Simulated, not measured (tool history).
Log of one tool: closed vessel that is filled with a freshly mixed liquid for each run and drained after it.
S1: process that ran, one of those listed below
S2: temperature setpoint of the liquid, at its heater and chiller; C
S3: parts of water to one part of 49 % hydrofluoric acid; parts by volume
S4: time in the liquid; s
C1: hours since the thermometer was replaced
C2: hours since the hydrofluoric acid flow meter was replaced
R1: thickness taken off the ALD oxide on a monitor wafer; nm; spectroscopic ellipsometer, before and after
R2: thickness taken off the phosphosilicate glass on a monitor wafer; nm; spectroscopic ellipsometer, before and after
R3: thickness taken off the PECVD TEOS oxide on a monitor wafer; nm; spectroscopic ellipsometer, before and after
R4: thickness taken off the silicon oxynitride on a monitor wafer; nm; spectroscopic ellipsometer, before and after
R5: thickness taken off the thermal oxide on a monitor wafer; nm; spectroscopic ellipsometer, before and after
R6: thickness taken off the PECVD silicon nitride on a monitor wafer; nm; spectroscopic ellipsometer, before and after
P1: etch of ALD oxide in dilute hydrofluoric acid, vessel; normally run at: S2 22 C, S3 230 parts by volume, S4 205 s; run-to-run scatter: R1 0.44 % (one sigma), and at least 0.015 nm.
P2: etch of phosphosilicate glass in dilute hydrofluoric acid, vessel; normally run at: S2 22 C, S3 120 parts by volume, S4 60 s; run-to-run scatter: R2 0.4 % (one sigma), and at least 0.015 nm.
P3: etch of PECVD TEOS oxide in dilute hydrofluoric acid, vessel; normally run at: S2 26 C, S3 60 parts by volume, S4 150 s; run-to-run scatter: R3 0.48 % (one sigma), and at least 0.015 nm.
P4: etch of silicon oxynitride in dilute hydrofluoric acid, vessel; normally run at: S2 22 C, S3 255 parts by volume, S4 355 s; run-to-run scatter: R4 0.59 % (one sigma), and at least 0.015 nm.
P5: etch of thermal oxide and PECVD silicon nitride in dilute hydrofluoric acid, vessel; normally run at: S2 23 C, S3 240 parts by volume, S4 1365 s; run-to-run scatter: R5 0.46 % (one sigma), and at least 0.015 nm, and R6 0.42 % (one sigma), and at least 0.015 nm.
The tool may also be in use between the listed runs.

{"run": 1, "day": 0.392, "S1": "P1", "S2": 22, "S3": 230, "S4": 205, "C1": 409.5, "C2": 302.3, "R1": 6.8849}
{"run": 2, "day": 0.825, "S1": "P1", "S2": 22, "S3": 230, "S4": 205, "C1": 419.9, "C2": 312.7, "R1": 6.8588}
{"run": 3, "day": 1.288, "S1": "P2", "S2": 22, "S3": 190, "S4": 60, "C1": 431, "C2": 323.8, "R2": 32.402}
{"run": 4, "day": 1.925, "S1": "P1", "S2": 22, "S3": 230, "S4": 205, "C1": 446.3, "C2": 339.1, "R1": 6.8612}
{"run": 5, "day": 2.379, "S1": "P2", "S2": 22, "S3": 120, "S4": 100, "C1": 457.2, "C2": 350, "R2": 92.784}
{"run": 6, "day": 2.796, "S1": "P1", "S2": 29.5, "S3": 230, "S4": 400, "C1": 467.2, "C2": 360, "R1": 17.39}
{"run": 7, "day": 3.5, "S1": "P3", "S2": 34, "S3": 60, "S4": 150, "C1": 484.1, "C2": 376.9, "R3": 50.619}
{"run": 8, "day": 4.075, "S1": "P4", "S2": 22, "S3": 255, "S4": 690, "C1": 497.9, "C2": 390.7, "R4": 8.3506}
{"run": 9, "day": 4.575, "S1": "P4", "S2": 22, "S3": 255, "S4": 355, "C1": 509.9, "C2": 402.7, "R4": 4.2367}
{"run": 10, "day": 5.017, "S1": "P1", "S2": 17, "S3": 230, "S4": 205, "C1": 520.5, "C2": 413.3, "R1": 5.6788}
{"day": 5.079, "done": "thermometer replaced"}
{"run": 11, "day": 5.417, "S1": "P3", "S2": 26, "S3": 60, "S4": 150, "C1": 8.1, "C2": 422.9, "R3": 37.043}
{"run": 12, "day": 6.1, "S1": "P1", "S2": 22, "S3": 230, "S4": 205, "C1": 24.5, "C2": 439.3, "R1": 6.9543}
{"run": 13, "day": 6.658, "S1": "P1", "S2": 22, "S3": 230, "S4": 80, "C1": 37.9, "C2": 452.7, "R1": 2.6696}
{"run": 14, "day": 7.238, "S1": "P2", "S2": 30.5, "S3": 120, "S4": 60, "C1": 51.8, "C2": 466.6, "R2": 77.052}
{"run": 15, "day": 7.708, "S1": "P5", "S2": 23, "S3": 240, "S4": 1365, "C1": 63.1, "C2": 477.9, "R5": 23.567, "R6": 9.1904}
{"run": 16, "day": 8.325, "S1": "P4", "S2": 22, "S3": 435, "S4": 355, "C1": 77.9, "C2": 492.7, "R4": 2.2358}
{"run": 17, "day": 8.933, "S1": "P1", "S2": 22, "S3": 130, "S4": 365, "C1": 92.5, "C2": 507.3, "R1": 24.019}
{"run": 18, "day": 9.625, "S1": "P1", "S2": 17, "S3": 230, "S4": 55, "C1": 109.1, "C2": 523.9, "R1": 1.5332}
{"run": 19, "day": 10.312, "S1": "P5", "S2": 23, "S3": 65, "S4": 1365, "C1": 125.6, "C2": 540.4, "R5": 105.88, "R6": 33.532}
{"run": 20, "day": 10.679, "S1": "P1", "S2": 30.5, "S3": 230, "S4": 205, "C1": 134.4, "C2": 549.2, "R1": 9.2201}
{"run": 21, "day": 11.3, "S1": "P1", "S2": 22, "S3": 390, "S4": 205, "C1": 149.3, "C2": 564.1, "R1": 3.467}
{"run": 22, "day": 11.958, "S1": "P2", "S2": 22, "S3": 120, "S4": 60, "C1": 165.1, "C2": 579.9, "R2": 55.764}
{"run": 23, "day": 12.492, "S1": "P5", "S2": 23, "S3": 240, "S4": 95, "C1": 177.9, "C2": 592.7, "R5": 1.6534, "R6": 0.63576}
{"run": 24, "day": 12.808, "S1": "P3", "S2": 26, "S3": 95, "S4": 150, "C1": 185.5, "C2": 600.3, "R3": 22.463}
{"run": 25, "day": 13.433, "S1": "P1", "S2": 22, "S3": 95, "S4": 205, "C1": 200.5, "C2": 615.3, "R1": 19.34}
{"run": 26, "day": 13.75, "S1": "P5", "S2": 17, "S3": 240, "S4": 1365, "C1": 208.1, "C2": 622.9, "R5": 18.844, "R6": 6.2506}
{"run": 27, "day": 14.358, "S1": "P1", "S2": 22, "S3": 230, "S4": 395, "C1": 222.7, "C2": 637.5, "R1": 13.215}
{"run": 28, "day": 14.783, "S1": "P3", "S2": 26, "S3": 60, "S4": 55, "C1": 232.9, "C2": 647.7, "R3": 13.528}
{"run": 29, "day": 15.358, "S1": "P4", "S2": 27, "S3": 255, "S4": 355, "C1": 246.7, "C2": 661.5, "R4": 5.3016}
{"run": 30, "day": 15.942, "S1": "P1", "S2": 22, "S3": 230, "S4": 205, "C1": 260.7, "C2": 675.5, "R1": 6.9055}
{"run": 31, "day": 16.312, "S1": "P1", "S2": 22, "S3": 230, "S4": 205, "C1": 269.6, "C2": 684.4, "R1": 7.0842}
{"run": 32, "day": 16.708, "S1": "P1", "S2": 22, "S3": 230, "S4": 205, "C1": 279.1, "C2": 693.9, "R1": 7.24}
{"run": 33, "day": 17.067, "S1": "P1", "S2": 22, "S3": 230, "S4": 205, "C1": 287.7, "C2": 702.5, "R1": 7.2865}

The next listed run, before its measurement:
{"run": 34, "day": 17.533, "S1": "P1", "S2": 22, "S3": 230, "S4": 205, "C1": 298.9, "C2": 713.7, "R1": "?"}

Run 34 gave R1 7.4182 nm.
